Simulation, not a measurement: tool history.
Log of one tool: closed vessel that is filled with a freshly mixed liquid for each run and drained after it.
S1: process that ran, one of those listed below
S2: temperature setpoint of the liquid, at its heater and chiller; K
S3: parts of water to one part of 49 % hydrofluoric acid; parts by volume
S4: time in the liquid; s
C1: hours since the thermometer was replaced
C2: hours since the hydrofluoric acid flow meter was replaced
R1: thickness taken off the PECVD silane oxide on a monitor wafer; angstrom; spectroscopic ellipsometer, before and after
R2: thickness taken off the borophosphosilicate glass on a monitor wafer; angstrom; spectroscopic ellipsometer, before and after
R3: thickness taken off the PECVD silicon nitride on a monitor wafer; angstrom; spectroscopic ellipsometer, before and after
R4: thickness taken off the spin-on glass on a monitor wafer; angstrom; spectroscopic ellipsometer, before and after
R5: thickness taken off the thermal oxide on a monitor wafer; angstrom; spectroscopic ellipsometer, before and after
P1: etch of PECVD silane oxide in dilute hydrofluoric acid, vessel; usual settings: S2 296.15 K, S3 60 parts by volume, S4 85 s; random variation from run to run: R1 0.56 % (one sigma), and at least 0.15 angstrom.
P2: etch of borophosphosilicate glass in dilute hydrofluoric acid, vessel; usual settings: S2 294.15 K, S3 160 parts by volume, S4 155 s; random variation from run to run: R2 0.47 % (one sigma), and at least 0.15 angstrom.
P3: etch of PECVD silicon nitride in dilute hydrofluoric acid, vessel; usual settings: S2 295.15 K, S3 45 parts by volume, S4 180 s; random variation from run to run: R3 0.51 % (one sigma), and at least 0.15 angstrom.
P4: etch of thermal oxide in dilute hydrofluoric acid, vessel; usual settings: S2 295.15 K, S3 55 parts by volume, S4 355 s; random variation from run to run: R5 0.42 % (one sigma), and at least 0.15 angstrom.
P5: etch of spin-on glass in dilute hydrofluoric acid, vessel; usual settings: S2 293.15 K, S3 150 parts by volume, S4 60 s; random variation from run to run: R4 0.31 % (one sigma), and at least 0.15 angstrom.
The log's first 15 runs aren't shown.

run   hour  S1      S2   S3   S4     C1     C2       R1       R2  R3       R4      R5
 16   83.3  P2  294.15   60  155  775.6  558.7           1648.80
 17   88.5  P4  299.15   55  355  780.8  563.9                                 348.14
 18   92.5  P4  295.15   55  635  784.8  567.9                                 530.15
 19   97.8  P1  296.15   60   85  790.1  573.2  215.920
 20  103.3  P5  299.15  150   60  795.6  578.7                        167.490
 21  107.1  P1  296.15   85   85  799.4  582.5  146.940
 22  114.0  P4  295.15   95  355  806.3  589.4                                 164.24
 23  119.0  P5  293.15  150   60  811.3  594.4                        133.080
 24  123.9  P5  293.15   35   60  816.2  599.3                        650.130

Forecast run 25:
 25  128.7  P1  304.15  60  85  821.0  604.1   ?

R1: 297.580 angstrom
